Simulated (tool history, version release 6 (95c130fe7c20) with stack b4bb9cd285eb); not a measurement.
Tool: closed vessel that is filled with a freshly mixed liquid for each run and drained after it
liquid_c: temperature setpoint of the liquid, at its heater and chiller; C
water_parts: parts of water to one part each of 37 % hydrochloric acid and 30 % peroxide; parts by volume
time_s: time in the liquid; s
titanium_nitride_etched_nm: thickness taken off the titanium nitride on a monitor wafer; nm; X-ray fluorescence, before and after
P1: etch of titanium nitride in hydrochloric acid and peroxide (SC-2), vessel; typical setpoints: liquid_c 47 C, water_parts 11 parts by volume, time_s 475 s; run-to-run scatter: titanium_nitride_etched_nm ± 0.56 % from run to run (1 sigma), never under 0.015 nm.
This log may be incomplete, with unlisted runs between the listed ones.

run     day  liquid_c  water_parts  time_s  titanium_nitride_etched_nm
  1   0.383        47           11     475                      6.4773
  2   1.092      62.5           11     475                      17.841
  3   1.742        35           11     475                      2.7543
       1.75  -- chemicals flow meter replaced
  4   2.133        47           11     475                      6.5211
  5   2.762        35           11     155                     0.90919
  6   3.483        47           11     840                      11.529
  7   3.929        47           11     475                       6.482
  8   4.304        47            4     475                      14.114
  9   4.971        47         19.5     475                      3.9448
 10   5.317        47           11     475                      6.5539
 11    5.85        47           11      85                      1.1751
 12   6.517        47           11     475                      6.4636
 13   6.975        47           11     475                      6.6759
 14   7.425        47           11     475                      6.7804
 15   8.192        47           11     475                       6.919
 16   8.771        47           11     475                      6.9556
 17   9.142        47           11     475                      6.9877
 18    9.65        47           11     475                       7.013
 19  10.146        47           11     475                      7.0179
 20  10.758        47           11     475                      7.0716
 21  11.371        47           11     475                      7.0502
 22  11.783        47           11     475                      7.1107

P1 has crept away from where it was. The log is fitted equally well by each of these 2 causes, at the sizes shown:
A: chemicals flow above the setpoint (%) = 10.1
B: liquid hotter than its thermometer reads (K) = 1.19
The creep began at about day 6.517.
Ruled out, with reasons:
peroxide weaker than its label (%): capped at 8; at that size titanium_nitride_etched_nm would change by -7.4 %, too little to explain the creep or opposite to it

Each of the check runs listed below is run on 5 wafers and reports their average, with the results left as question marks. Pick the one under which the possible causes would lead to clearly different results.
check 1  12.196        60           11     120                           ?
check 2  12.196        35            4     475                           ?
check 3  12.196        47           15     760                           ?
check 4  12.196        47         19.5     745                           ?

Check results expected under each cause:
  check                      result    if A    if B
check 1  titanium_nitride_etched_nm   4.167  4.1404
check 2  titanium_nitride_etched_nm  6.4428   6.598
check 3  titanium_nitride_etched_nm  8.6688  8.6354
check 4  titanium_nitride_etched_nm  6.7357  6.6932
Per check, the gap between the least separated pair of causes, taken in the result that splits them most: check 1 0.64 %; check 2 2.38 %; check 3 0.39 %; check 4 0.63 %
The other checks would show nearly matching results whichever cause is true, so check 2 is the only one that separates the causes.

With check 2 done, the readings were: titanium_nitride_etched_nm 6.4409 nm. Identify which of the listed causes applies.

Of the candidate causes, it is A: chemicals flow above the setpoint (%).
